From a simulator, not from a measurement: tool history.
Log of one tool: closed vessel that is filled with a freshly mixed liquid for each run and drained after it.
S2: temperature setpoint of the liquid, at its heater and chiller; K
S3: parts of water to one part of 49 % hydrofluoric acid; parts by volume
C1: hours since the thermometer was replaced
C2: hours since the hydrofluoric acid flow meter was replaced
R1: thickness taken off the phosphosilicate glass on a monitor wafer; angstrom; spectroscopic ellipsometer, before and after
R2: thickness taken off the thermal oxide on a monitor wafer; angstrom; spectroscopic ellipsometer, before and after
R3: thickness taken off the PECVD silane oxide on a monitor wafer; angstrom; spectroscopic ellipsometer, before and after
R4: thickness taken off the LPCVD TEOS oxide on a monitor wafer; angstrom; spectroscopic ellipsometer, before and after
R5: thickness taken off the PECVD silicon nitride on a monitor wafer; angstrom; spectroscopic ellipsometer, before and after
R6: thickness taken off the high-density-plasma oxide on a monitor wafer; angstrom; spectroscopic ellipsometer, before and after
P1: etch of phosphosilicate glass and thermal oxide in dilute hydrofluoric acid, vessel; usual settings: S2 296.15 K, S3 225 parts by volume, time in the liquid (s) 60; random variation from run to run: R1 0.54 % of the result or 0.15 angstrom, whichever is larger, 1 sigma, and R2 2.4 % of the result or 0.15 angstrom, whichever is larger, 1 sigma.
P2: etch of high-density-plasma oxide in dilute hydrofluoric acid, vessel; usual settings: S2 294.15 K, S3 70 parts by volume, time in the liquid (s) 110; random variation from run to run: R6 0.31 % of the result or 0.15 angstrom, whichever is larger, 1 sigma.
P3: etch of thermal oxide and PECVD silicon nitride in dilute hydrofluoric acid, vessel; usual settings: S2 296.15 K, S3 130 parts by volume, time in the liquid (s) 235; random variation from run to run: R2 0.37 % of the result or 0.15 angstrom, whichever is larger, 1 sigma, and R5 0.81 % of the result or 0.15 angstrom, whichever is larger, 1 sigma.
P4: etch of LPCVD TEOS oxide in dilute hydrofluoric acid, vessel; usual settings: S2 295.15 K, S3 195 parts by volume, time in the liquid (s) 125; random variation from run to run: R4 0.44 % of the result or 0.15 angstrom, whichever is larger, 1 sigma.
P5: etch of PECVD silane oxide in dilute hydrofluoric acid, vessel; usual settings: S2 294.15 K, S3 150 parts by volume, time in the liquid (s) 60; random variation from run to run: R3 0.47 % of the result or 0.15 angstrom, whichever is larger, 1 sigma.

run 1 hour=11.2 | process_that_ran=P1 S2=296.15 S3=225 time_in_the_liquid_(s)=60 | C1=375.9 C2=1728.6 | R1=158.920 R2=10.4620
run 2 hour=18.5 | process_that_ran=P1 S2=290.15 S3=225 time_in_the_liquid_(s)=60 | C1=383.2 C2=1735.9 | R1=125.220 R2=8.6542
run 3 hour=23.9 | process_that_ran=P1 S2=296.15 S3=225 time_in_the_liquid_(s)=60 | C1=388.6 C2=1741.3 | R1=158.790 R2=10.7560
run 4 hour=34.4 | process_that_ran=P1 S2=296.15 S3=80 time_in_the_liquid_(s)=60 | C1=399.1 C2=1751.8 | R1=520.060 R2=35.3710
run 5 hour=42.6 | process_that_ran=P1 S2=296.15 S3=225 time_in_the_liquid_(s)=90 | C1=407.3 C2=1760.0 | R1=234.810 R2=16.7290
run 6 hour=52.5 | process_that_ran=P5 S2=294.15 S3=150 time_in_the_liquid_(s)=60 | C1=417.2 C2=1769.9 | R3=161.76
run 7 hour=62.9 | process_that_ran=P4 S2=295.15 S3=195 time_in_the_liquid_(s)=125 | C1=427.6 C2=1780.3 | R4=303.880
run 8 hour=70.9 | process_that_ran=P1 S2=296.15 S3=225 time_in_the_liquid_(s)=60 | C1=435.6 C2=1788.3 | R1=157.220 R2=11.3480
run 9 hour=82.6 | process_that_ran=P1 S2=299.65 S3=225 time_in_the_liquid_(s)=30 | C1=447.3 C2=1800.0 | R1=90.582 R2=5.9833
run 10 hour=92.7 | process_that_ran=P5 S2=294.15 S3=245 time_in_the_liquid_(s)=60 | C1=457.4 C2=1810.1 | R3=89.97
run 11 hour=100.2 | process_that_ran=P1 S2=296.15 S3=310 time_in_the_liquid_(s)=60 | C1=464.9 C2=1817.6 | R1=104.860 R2=7.5093
run 12 hour=109.3 | process_that_ran=P4 S2=291.15 S3=195 time_in_the_liquid_(s)=125 | C1=474.0 C2=1826.7 | R4=259.020
run 13 hour=119.8 | process_that_ran=P1 S2=302.65 S3=225 time_in_the_liquid_(s)=60 | C1=484.5 C2=1837.2 | R1=198.260 R2=13.7840
run 14 hour=125.9 | process_that_ran=P1 S2=296.15 S3=225 time_in_the_liquid_(s)=60 | C1=490.6 C2=1843.3 | R1=157.880 R2=10.7780
run 15 hour=133.7 | process_that_ran=P3 S2=296.15 S3=130 time_in_the_liquid_(s)=235 | C1=498.4 C2=1851.1 | R2=78.1840 R5=28.449
-- hour=134.8 hydrofluoric acid flow meter replaced
run 16 hour=139.9 | process_that_ran=P4 S2=295.15 S3=195 time_in_the_liquid_(s)=30 | C1=504.6 C2=5.1 | R4=72.206
run 17 hour=146.4 | process_that_ran=P3 S2=302.65 S3=130 time_in_the_liquid_(s)=235 | C1=511.1 C2=11.6 | R2=99.6340 R5=42.882
run 18 hour=155.6 | process_that_ran=P2 S2=294.15 S3=70 time_in_the_liquid_(s)=110 | C1=520.3 C2=20.8 | R6=93.31
run 19 hour=163.7 | process_that_ran=P4 S2=295.15 S3=330 time_in_the_liquid_(s)=125 | C1=528.4 C2=28.9 | R4=156.460
run 20 hour=175.9 | process_that_ran=P1 S2=296.15 S3=225 time_in_the_liquid_(s)=60 | C1=540.6 C2=41.1 | R1=156.300 R2=10.9780
run 21 hour=187.4 | process_that_ran=P3 S2=296.15 S3=235 time_in_the_liquid_(s)=235 | C1=552.1 C2=52.6 | R2=38.5580 R5=16.040

Run 22 comes next. What will it give?
run 22 hour=194.0 | process_that_ran=P5 S2=294.15 S3=150 time_in_the_liquid_(s)=110 | C1=558.7 C2=59.2 | R3=?

{"run 22": {"R3": 295.99}}

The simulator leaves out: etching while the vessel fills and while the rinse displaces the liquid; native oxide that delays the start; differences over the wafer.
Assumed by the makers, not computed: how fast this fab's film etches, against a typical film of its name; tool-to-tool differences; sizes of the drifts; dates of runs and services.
